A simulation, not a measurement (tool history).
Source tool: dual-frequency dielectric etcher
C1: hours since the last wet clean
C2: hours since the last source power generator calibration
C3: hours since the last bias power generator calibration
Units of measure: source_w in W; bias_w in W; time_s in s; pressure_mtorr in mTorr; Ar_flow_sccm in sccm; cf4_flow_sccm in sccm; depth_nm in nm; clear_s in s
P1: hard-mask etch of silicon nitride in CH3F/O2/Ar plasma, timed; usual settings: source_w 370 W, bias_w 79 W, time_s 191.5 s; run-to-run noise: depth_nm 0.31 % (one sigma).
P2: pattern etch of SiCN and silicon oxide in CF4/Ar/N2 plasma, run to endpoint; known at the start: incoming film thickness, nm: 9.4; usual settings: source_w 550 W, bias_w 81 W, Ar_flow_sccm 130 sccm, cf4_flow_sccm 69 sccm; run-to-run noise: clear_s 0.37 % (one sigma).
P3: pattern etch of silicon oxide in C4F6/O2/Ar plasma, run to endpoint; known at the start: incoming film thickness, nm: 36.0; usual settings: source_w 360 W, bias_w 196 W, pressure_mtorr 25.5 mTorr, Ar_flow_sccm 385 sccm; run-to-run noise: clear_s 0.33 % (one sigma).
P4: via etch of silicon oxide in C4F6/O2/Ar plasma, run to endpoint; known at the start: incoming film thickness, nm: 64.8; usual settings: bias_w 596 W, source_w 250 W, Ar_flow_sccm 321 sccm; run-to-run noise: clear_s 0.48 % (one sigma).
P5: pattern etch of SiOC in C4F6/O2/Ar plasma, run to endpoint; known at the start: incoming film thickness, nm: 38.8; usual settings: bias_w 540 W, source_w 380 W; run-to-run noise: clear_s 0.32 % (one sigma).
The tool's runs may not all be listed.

run 1 hour=12.6 | process=P1 source_w=370 bias_w=79 time_s=191.5 | C1=368.0 C2=2188.1 C3=1161.2 | depth_nm=137.530
run 2 hour=23.7 | process=P5 source_w=380 bias_w=540 | C1=379.1 C2=2199.2 C3=1172.3 | clear_s=13.2240
run 3 hour=34.7 | process=P1 source_w=370 bias_w=79 time_s=121.5 | C1=390.1 C2=2210.2 C3=1183.3 | depth_nm=86.888
run 4 hour=50.7 | process=P1 source_w=470 bias_w=79 time_s=191.5 | C1=406.1 C2=2226.2 C3=1199.3 | depth_nm=150.300
run 5 hour=62.6 | process=P3 source_w=360 bias_w=251 pressure_mtorr=25.5 Ar_flow_sccm=385 | C1=418.0 C2=2238.1 C3=1211.2 | clear_s=10.9660
run 6 hour=78.4 | process=P4 source_w=250 bias_w=811 Ar_flow_sccm=321 | C1=433.8 C2=2253.9 C3=1227.0 | clear_s=13.6880
run 7 hour=91.7 | process=P4 source_w=250 bias_w=596 Ar_flow_sccm=321 | C1=447.1 C2=2267.2 C3=1240.3 | clear_s=15.5210
run 8 hour=107.8 | process=P2 source_w=550 bias_w=81 Ar_flow_sccm=130 cf4_flow_sccm=69 | C1=463.2 C2=2283.3 C3=1256.4 | clear_s=9.0556
run 9 hour=120.0 | process=P3 source_w=360 bias_w=196 pressure_mtorr=25.5 Ar_flow_sccm=385 | C1=475.4 C2=2295.5 C3=1268.6 | clear_s=11.9030
run 10 hour=135.2 | process=P3 source_w=360 bias_w=196 pressure_mtorr=34.0 Ar_flow_sccm=385 | C1=490.6 C2=2310.7 C3=1283.8 | clear_s=12.3460
run 11 hour=144.3 | process=P1 source_w=370 bias_w=100 time_s=105.5 | C1=499.7 C2=2319.8 C3=1292.9 | depth_nm=82.405
run 12 hour=151.8 | process=P1 source_w=260 bias_w=103 time_s=191.5 | C1=507.2 C2=2327.3 C3=1300.4 | depth_nm=132.270
run 13 hour=161.4 | process=P1 source_w=370 bias_w=104 time_s=191.5 | C1=516.8 C2=2336.9 C3=1310.0 | depth_nm=151.790
run 14 hour=177.5 | process=P2 source_w=550 bias_w=62 Ar_flow_sccm=130 cf4_flow_sccm=69 | C1=532.9 C2=2353.0 C3=1326.1 | clear_s=9.9649
run 15 hour=186.3 | process=P5 source_w=520 bias_w=540 | C1=541.7 C2=2361.8 C3=1334.9 | clear_s=11.7870
run 16 hour=195.1 | process=P2 source_w=780 bias_w=81 Ar_flow_sccm=130 cf4_flow_sccm=69 | C1=550.5 C2=2370.6 C3=1343.7 | clear_s=6.6514
run 17 hour=205.5 | process=P4 source_w=160 bias_w=596 Ar_flow_sccm=321 | C1=560.9 C2=2381.0 C3=1354.1 | clear_s=18.0940
run 18 hour=213.1 | process=P2 source_w=550 bias_w=81 Ar_flow_sccm=103 cf4_flow_sccm=69 | C1=568.5 C2=2388.6 C3=1361.7 | clear_s=8.7098
run 19 hour=226.5 | process=P3 source_w=360 bias_w=196 pressure_mtorr=25.5 Ar_flow_sccm=264 | C1=581.9 C2=2402.0 C3=1375.1 | clear_s=11.4390
run 20 hour=234.4 | process=P1 source_w=370 bias_w=57 time_s=191.5 | C1=589.8 C2=2409.9 C3=1383.0 | depth_nm=122.670
run 21 hour=245.9 | process=P1 source_w=370 bias_w=79 time_s=191.5 | C1=601.3 C2=2421.4 C3=1394.5 | depth_nm=137.130
run 22 hour=258.0 | process=P1 source_w=370 bias_w=79 time_s=191.5 | C1=613.4 C2=2433.5 C3=1406.6 | depth_nm=137.180
run 23 hour=269.9 | process=P5 source_w=380 bias_w=667 | C1=625.3 C2=2445.4 C3=1418.5 | clear_s=12.2370
run 24 hour=277.7 | process=P1 source_w=370 bias_w=79 time_s=274.0 | C1=633.1 C2=2453.2 C3=1426.3 | depth_nm=195.900
run 25 hour=290.1 | process=P2 source_w=550 bias_w=81 Ar_flow_sccm=130 cf4_flow_sccm=86 | C1=645.5 C2=2465.6 C3=1438.7 | clear_s=8.7112
run 26 hour=302.9 | process=P3 source_w=360 bias_w=196 pressure_mtorr=25.5 Ar_flow_sccm=385 | C1=658.3 C2=2478.4 C3=1451.5 | clear_s=11.8590
run 27 hour=318.9 | process=P1 source_w=370 bias_w=79 time_s=191.5 | C1=674.3 C2=2494.4 C3=1467.5 | depth_nm=136.680
run 28 hour=327.8 | process=P4 source_w=250 bias_w=596 Ar_flow_sccm=197 | C1=683.2 C2=2503.3 C3=1476.4 | clear_s=14.6330
run 29 hour=340.2 | process=P5 source_w=380 bias_w=540 | C1=695.6 C2=2515.7 C3=1488.8 | clear_s=13.2520
run 30 hour=349.2 | process=P3 source_w=240 bias_w=196 pressure_mtorr=25.5 Ar_flow_sccm=385 | C1=704.6 C2=2524.7 C3=1497.8 | clear_s=14.0020
run 31 hour=360.4 | process=P1 source_w=290 bias_w=79 time_s=191.5 | C1=715.8 C2=2535.9 C3=1509.0 | depth_nm=125.600
run 32 hour=376.4 | process=P2 source_w=550 bias_w=81 Ar_flow_sccm=130 cf4_flow_sccm=69 | C1=731.8 C2=2551.9 C3=1525.0 | clear_s=9.0431
run 33 hour=392.6 | process=P1 source_w=370 bias_w=79 time_s=191.5 | C1=748.0 C2=2568.1 C3=1541.2 | depth_nm=137.620
run 34 hour=402.9 | process=P1 source_w=370 bias_w=79 time_s=191.5 | C1=758.3 C2=2578.4 C3=1551.5 | depth_nm=137.320
run 35 hour=417.8 | process=P1 source_w=370 bias_w=79 time_s=191.5 | C1=773.2 C2=2593.3 C3=1566.4 | depth_nm=136.690
run 36 hour=426.7 | process=P1 source_w=370 bias_w=79 time_s=191.5 | C1=782.1 C2=2602.2 C3=1575.3 | depth_nm=136.020
run 37 hour=438.9 | process=P1 source_w=370 bias_w=79 time_s=191.5 | C1=794.3 C2=2614.4 C3=1587.5 | depth_nm=135.600
run 38 hour=453.1 | process=P1 source_w=370 bias_w=79 time_s=191.5 | C1=808.5 C2=2628.6 C3=1601.7 | depth_nm=135.400
-- hour=460.7 wet clean of the chamber
run 39 hour=461.8 | process=P1 source_w=370 bias_w=79 time_s=191.5 | C1=1.2 C2=2637.3 C3=1610.4 | depth_nm=134.660
run 40 hour=471.9 | process=P1 source_w=370 bias_w=79 time_s=191.5 | C1=11.3 C2=2647.4 C3=1620.5 | depth_nm=134.560
run 41 hour=481.8 | process=P1 source_w=370 bias_w=79 time_s=191.5 | C1=21.2 C2=2657.3 C3=1630.4 | depth_nm=136.050

The log shows P1 creeping away from where it was. Any of the 2 causes listed here, at the size stated for it, fits the log just as well as the others:
A: source power that arrives under what is set, % = 4.07
B: bias power that arrives under what is set, % = 4.36
The process output started creeping at around hour 417.8.
Ruled out, with reasons:
chamber walls in a state that lowers the etch rate, %: its service at hour 460.7 followed the start of the drift and did not put the process back to its old value

Of the 4 check runs below, each run on 2 wafers with the results averaged and each result still a question mark, which one would tell the listed causes apart?
run check 1 hour=491.7 | process=P5 source_w=380 bias_w=540 | clear_s=?
run check 2 hour=491.7 | process=P3 source_w=360 bias_w=196 pressure_mtorr=25.5 Ar_flow_sccm=385 | clear_s=?
run check 3 hour=491.7 | process=P4 source_w=250 bias_w=596 Ar_flow_sccm=321 | clear_s=?
run check 4 hour=491.7 | process=P2 source_w=550 bias_w=81 Ar_flow_sccm=130 cf4_flow_sccm=69 | clear_s=?

What every check run would give for each of its results, assuming each possible cause in turn:
check=check_1 result=clear_s if_A=13.4450 if_B=13.4660
check=check_2 result=clear_s if_A=12.0860 if_B=12.0660
check=check_3 result=clear_s if_A=15.6520 if_B=15.6880
check=check_4 result=clear_s if_A=9.3712 if_B=9.1799
Distance between the nearest two causes, measured in the result of the check that separates them most: check 1 0.16 %; check 2 0.17 %; check 3 0.23 %; check 4 2.06 %
Check 4 tells the causes apart: in the others they would give nearly the same result.

After running check 4, the following was obtained: clear_s 9.4269 s. Which cause does this point to?

It was cause A: source power that arrives under what is set, %.

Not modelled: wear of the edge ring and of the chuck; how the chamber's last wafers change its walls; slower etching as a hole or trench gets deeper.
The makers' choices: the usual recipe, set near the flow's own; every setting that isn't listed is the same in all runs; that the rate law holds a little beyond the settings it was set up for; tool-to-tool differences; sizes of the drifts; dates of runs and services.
